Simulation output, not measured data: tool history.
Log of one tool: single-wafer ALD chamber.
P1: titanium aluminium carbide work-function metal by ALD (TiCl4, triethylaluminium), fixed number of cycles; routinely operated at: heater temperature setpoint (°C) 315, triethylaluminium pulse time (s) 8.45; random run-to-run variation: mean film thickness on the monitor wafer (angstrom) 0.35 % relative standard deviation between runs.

run	hour	heater temperature setpoint (°C)	triethylaluminium pulse time (s)	hours since the last thermocouple change	hours since the last triethylaluminium bottle change	mean film thickness on the monitor wafer (angstrom)
1	6.8	315	8.45	218.1	378.6	20.967
2	10.8	334	5.62	222.1	382.6	20.395
3	14.1	315	8.45	225.4	385.9	20.865
4	20.2	315	8.45	231.5	392.0	20.934
5	26.6	315	12.39	237.9	398.4	21.738
6	32.3	338	8.45	243.6	404.1	22.919
7	35.6	291	8.45	246.9	407.4	18.978
8	42.2	315	8.45	253.5	414.0	21.008
# hour 45.5: thermocouple changed; heater temperature recalibrated
9	49.3	315	2.88	3.9	421.1	14.007
10	55.4	315	8.45	10.0	427.2	21.038
11	61.2	315	8.45	15.8	433.0	20.816
12	68.4	315	8.45	23.0	440.2	20.554
13	74.4	315	8.45	29.0	446.2	20.518
14	78.3	315	8.45	32.9	450.1	20.575
15	82.4	315	8.45	37.0	454.2	20.490
16	86.0	315	8.45	40.6	457.8	20.460
17	92.6	315	8.45	47.2	464.4	20.537

P1 has crept away from where it was. The log is fitted equally well by each of these 2 causes, at the sizes shown:
A: triethylaluminium dose below that of a fresh bottle (%) = 12
B: wafer temperature below the value expected at the setpoint (K) = 5.81
The drift started at roughly hour 55.4.

Below are 4 check runs, each on a single wafer, with their results shown as question marks. Which of them would tell the listed causes apart, meaning the causes would give clearly different results under it?
check 1	99.2	296	3.76			?
check 2	99.2	338	8.45			?
check 3	99.2	298	8.45			?
check 4	99.2	292	8.45			?

How each check would come out, cause by cause:
check	result	if A	if B
check 1	mean film thickness on the monitor wafer (angstrom)	13.914	14.477
check 2	mean film thickness on the monitor wafer (angstrom)	22.423	22.466
check 3	mean film thickness on the monitor wafer (angstrom)	19.040	19.014
check 4	mean film thickness on the monitor wafer (angstrom)	18.542	18.506
Per-check spread between the two closest causes, in the result where they differ most: check 1 3.96 %; check 2 0.19 %; check 3 0.14 %; check 4 0.19 %
Only check 1 tells the causes apart: in the others they would give nearly the same result.

Running check 1 produced the following: mean film thickness on the monitor wafer (angstrom) 14.431. Which one of the listed causes fits?

It was cause B: wafer temperature below the value expected at the setpoint (K).

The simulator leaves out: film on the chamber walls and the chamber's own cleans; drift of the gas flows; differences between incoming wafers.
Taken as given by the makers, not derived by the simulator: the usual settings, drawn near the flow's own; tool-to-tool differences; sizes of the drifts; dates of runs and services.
